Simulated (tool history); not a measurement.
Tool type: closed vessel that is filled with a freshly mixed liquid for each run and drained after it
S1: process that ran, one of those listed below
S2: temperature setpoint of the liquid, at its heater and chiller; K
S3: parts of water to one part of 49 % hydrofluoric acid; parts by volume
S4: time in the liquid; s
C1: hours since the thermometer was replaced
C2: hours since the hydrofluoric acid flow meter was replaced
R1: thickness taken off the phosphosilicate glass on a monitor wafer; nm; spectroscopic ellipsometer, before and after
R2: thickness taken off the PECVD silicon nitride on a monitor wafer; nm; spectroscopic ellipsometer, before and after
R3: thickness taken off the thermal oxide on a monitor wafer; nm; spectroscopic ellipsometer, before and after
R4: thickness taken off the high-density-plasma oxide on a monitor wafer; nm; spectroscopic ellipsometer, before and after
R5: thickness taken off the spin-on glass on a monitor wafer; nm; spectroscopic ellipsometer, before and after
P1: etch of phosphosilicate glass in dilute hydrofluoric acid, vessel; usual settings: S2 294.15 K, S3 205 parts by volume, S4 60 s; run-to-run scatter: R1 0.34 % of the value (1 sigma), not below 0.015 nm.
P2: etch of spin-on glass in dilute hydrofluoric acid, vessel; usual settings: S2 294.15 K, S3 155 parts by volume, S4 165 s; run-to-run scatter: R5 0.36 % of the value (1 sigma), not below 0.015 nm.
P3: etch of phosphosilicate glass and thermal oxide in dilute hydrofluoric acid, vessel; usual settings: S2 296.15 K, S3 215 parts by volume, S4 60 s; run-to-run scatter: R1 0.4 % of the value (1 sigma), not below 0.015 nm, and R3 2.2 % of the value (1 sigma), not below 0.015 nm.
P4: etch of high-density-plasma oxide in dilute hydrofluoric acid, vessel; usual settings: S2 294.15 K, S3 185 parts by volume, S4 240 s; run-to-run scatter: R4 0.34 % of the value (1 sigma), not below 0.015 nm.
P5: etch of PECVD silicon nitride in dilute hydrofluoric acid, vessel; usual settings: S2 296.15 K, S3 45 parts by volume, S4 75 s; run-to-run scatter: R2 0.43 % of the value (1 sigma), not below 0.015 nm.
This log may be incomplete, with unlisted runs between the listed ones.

run	hour	S1	S2	S3	S4	C1	C2	R1	R2	R3	R4	R5
1	7.0	P1	294.15	205	60	742.9	919.0	46.496				
2	18.3	P1	300.15	205	60	754.2	930.3	57.780				
3	28.6	P5	296.15	20	75	764.5	940.6		19.2050			
4	38.2	P3	296.15	325	60	774.1	950.2	27.278		0.65487		
5	52.9	P1	294.15	315	95	788.8	964.9	42.912				
6	62.0	P4	294.15	185	360	797.9	974.0				11.6700	
7	74.8	P2	294.15	220	165	810.7	986.8					18.769
8	86.9	P1	294.15	205	60	822.8	998.9	46.143				
9	95.7	P1	294.15	205	60	831.6	1007.7	46.529				
10	106.3	P5	296.15	45	75	842.2	1018.3		8.7801			
11	114.3	P1	294.15	285	60	850.2	1026.3	30.807				
12	126.8	P1	294.15	205	30	862.7	1038.8	23.159				
13	138.2	P1	294.15	205	105	874.1	1050.2	81.309				
14	153.2	P3	296.15	215	60	889.1	1065.2	45.740		1.09910		
15	165.4	P1	290.15	300	60	901.3	1077.4	24.862				
16	178.4	P3	296.15	215	60	914.3	1090.4	46.035		1.12050		
17	186.6	P4	294.15	255	240	922.5	1098.6				5.2514	
18	195.6	P1	294.15	125	60	931.5	1107.6	82.975				
19	205.1	P2	294.15	155	165	941.0	1117.1					28.311
20	213.1	P2	299.65	155	165	949.0	1125.1					34.896

Run 21 comes next. What will it give?
21	227.9	P2	294.15	155	165	963.8	1139.9					?

For run 21 the tool returned R5 28.398 nm.

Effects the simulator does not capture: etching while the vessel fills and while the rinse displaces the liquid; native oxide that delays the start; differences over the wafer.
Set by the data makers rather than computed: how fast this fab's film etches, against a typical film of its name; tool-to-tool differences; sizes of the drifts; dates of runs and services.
